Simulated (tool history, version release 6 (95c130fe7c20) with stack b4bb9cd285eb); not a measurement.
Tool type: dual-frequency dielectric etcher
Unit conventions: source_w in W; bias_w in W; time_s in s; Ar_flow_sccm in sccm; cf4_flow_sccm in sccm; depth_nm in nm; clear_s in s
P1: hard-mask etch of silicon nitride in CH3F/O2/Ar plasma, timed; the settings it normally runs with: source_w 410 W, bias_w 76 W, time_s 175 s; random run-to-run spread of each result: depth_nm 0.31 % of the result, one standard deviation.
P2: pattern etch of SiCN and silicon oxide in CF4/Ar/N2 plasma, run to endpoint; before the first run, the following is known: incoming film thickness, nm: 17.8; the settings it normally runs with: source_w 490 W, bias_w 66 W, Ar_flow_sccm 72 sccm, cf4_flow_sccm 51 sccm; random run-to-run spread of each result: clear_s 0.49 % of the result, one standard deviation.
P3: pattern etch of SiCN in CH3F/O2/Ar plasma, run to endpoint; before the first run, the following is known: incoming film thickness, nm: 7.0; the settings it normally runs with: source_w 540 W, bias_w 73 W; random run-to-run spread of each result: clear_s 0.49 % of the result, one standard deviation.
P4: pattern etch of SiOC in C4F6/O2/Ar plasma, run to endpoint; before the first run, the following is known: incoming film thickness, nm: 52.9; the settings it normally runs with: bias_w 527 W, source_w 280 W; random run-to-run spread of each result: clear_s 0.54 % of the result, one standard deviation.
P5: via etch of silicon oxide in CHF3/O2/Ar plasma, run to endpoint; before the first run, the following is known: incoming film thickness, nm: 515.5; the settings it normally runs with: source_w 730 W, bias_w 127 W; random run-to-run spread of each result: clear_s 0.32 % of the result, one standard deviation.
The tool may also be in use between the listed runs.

Run 1, hour 6.8: process P1, source_w 410 W, bias_w 76 W, time_s 175 s. Result: depth_nm 130.31 nm.
Run 2, hour 12.7: process P2, source_w 490 W, bias_w 45 W, Ar_flow_sccm 72 sccm, cf4_flow_sccm 51 sccm. Result: clear_s 22.958 s.
Run 3, hour 21.5: process P1, source_w 410 W, bias_w 76 W, time_s 175 s. Result: depth_nm 130.76 nm.
Run 4, hour 26.2: process P1, source_w 410 W, bias_w 76 W, time_s 120 s. Result: depth_nm 88.855 nm.
Run 5, hour 34.1: process P2, source_w 400 W, bias_w 66 W, Ar_flow_sccm 72 sccm, cf4_flow_sccm 51 sccm. Result: clear_s 24.253 s.
Run 6, hour 42.4: process P1, source_w 280 W, bias_w 76 W, time_s 221 s. Result: depth_nm 142.16 nm.
Run 7, hour 47.3: process P5, source_w 900 W, bias_w 127 W. Result: clear_s 250.27 s.
Run 8, hour 51.4: process P3, source_w 730 W, bias_w 73 W. Result: clear_s 14.664 s.
Run 9, hour 58.7: process P1, source_w 270 W, bias_w 76 W, time_s 250.5 s. Result: depth_nm 158.91 nm.
Run 10, hour 63.7: process P3, source_w 540 W, bias_w 73 W. Result: clear_s 16.407 s.
Run 11, hour 67.8: process P2, source_w 490 W, bias_w 66 W, Ar_flow_sccm 72 sccm, cf4_flow_sccm 51 sccm. Result: clear_s 20.238 s.
Run 12, hour 71.8: process P1, source_w 410 W, bias_w 101 W, time_s 175 s. Result: depth_nm 144.45 nm.
Run 13, hour 80.7: process P3, source_w 540 W, bias_w 73 W. Result: clear_s 16.389 s.
Run 14, hour 84.6: process P4, source_w 280 W, bias_w 527 W. Result: clear_s 19.862 s.
Run 15, hour 91.1: process P1, source_w 310 W, bias_w 76 W, time_s 175 s. Result: depth_nm 116.95 nm.
Run 16, hour 99.1: process P2, source_w 490 W, bias_w 66 W, Ar_flow_sccm 72 sccm, cf4_flow_sccm 51 sccm. Result: clear_s 20.524 s.
Run 17, hour 104.9: process P1, source_w 410 W, bias_w 76 W, time_s 175 s. Result: depth_nm 129.97 nm.
Run 18, hour 110.4: process P2, source_w 490 W, bias_w 66 W, Ar_flow_sccm 72 sccm, cf4_flow_sccm 32 sccm. Result: clear_s 22.082 s.
Run 19, hour 115.5: process P4, source_w 170 W, bias_w 527 W. Result: clear_s 23.917 s.
At hour 119.3: wet clean of the chamber.
Run 20, hour 124.3: process P4, source_w 280 W, bias_w 651 W. Result: clear_s 18.531 s.
Run 21, hour 131.4: process P5, source_w 730 W, bias_w 127 W. Result: clear_s 272.71 s.
Run 22, hour 139.8: process P1, source_w 410 W, bias_w 76 W, time_s 244.5 s. Result: depth_nm 181.36 nm.
Run 23, hour 148.9: process P4, source_w 280 W, bias_w 527 W. Result: clear_s 19.571 s.
Run 24, hour 155.1: process P2, source_w 490 W, bias_w 66 W, Ar_flow_sccm 98 sccm, cf4_flow_sccm 51 sccm. Result: clear_s 21.294 s.
Run 25, hour 163.8: process P1, source_w 410 W, bias_w 99 W, time_s 119.5 s. Result: depth_nm 97.883 nm.
Run 26, hour 169.7: process P5, source_w 730 W, bias_w 151 W. Result: clear_s 258.62 s.
Run 27, hour 175.5: process P1, source_w 410 W, bias_w 76 W, time_s 175 s. Result: depth_nm 129.51 nm.
Run 28, hour 180.7: process P1, source_w 560 W, bias_w 76 W, time_s 175 s. Result: depth_nm 145.79 nm.
Run 29, hour 186.9: process P5, source_w 730 W, bias_w 127 W. Result: clear_s 270.73 s.
Run 30, hour 192.9: process P1, source_w 410 W, bias_w 56 W, time_s 175 s. Result: depth_nm 117.57 nm.
Run 31, hour 199.1: process P3, source_w 540 W, bias_w 44 W. Result: clear_s 19.269 s.
Run 32, hour 203.4: process P1, source_w 410 W, bias_w 76 W, time_s 175 s. Result: depth_nm 129.41 nm.
Run 33, hour 212.3: process P1, source_w 410 W, bias_w 76 W, time_s 175 s. Result: depth_nm 131.44 nm.
Run 34, hour 220.7: process P1, source_w 410 W, bias_w 76 W, time_s 175 s. Result: depth_nm 131.98 nm.
Run 35, hour 226.2: process P1, source_w 410 W, bias_w 76 W, time_s 175 s. Result: depth_nm 132.31 nm.
At hour 227.6: wet clean of the chamber.
Run 36, hour 234.1: process P1, source_w 410 W, bias_w 76 W, time_s 175 s. Result: depth_nm 132.32 nm.
Run 37, hour 242.3: process P1, source_w 410 W, bias_w 76 W, time_s 175 s. Result: depth_nm 132.25 nm.
Run 38, hour 247.9: process P1, source_w 410 W, bias_w 76 W, time_s 175 s. Result: depth_nm 131.75 nm.

Something has made what P1 gives creep away from where it was; the 2 causes below, each at its own stated size, fit the log equally well:
A: bias power that arrives over what is set, % = 4.59
B: source power that arrives over what is set, % = 4.22
Creep in the process output first set in at about hour 203.4.
The rest of the possible causes, and what rules out each one:
chamber walls in a state that raises the etch rate, %: was serviced at hour 227.6, once the creep was under way, yet the earlier output never came back

4 check runs are offered, each on 3 wafers whose results are averaged, their results left as question marks. Which one tells the causes apart?
Run check 1, hour 253.5: process P2, source_w 490 W, bias_w 66 W, Ar_flow_sccm 72 sccm, cf4_flow_sccm 51 sccm. Result: clear_s ?.
Run check 2, hour 253.5: process P5, source_w 730 W, bias_w 127 W. Result: clear_s ?.
Run check 3, hour 253.5: process P3, source_w 540 W, bias_w 73 W. Result: clear_s ?.
Run check 4, hour 253.5: process P4, source_w 280 W, bias_w 527 W. Result: clear_s ?.

How each check would come out, cause by cause:
  check   result    if A    if B
check 1  clear_s  20.089  19.656
check 2  clear_s  268.42  267.77
check 3  clear_s  16.137  16.137
check 4  clear_s  19.483  19.524
Separation of the two closest causes in each check, using whichever result separates them best: check 1 2.18 %; check 2 0.24 %; check 3 0 %; check 4 0.21 %
The other checks would show nearly matching results whichever cause is true, so check 1 is the only one that separates the causes.

Check 1 has now been run. It gave: clear_s 19.764 s. Which of the candidate causes is it?

It is B: source power that arrives over what is set, %.
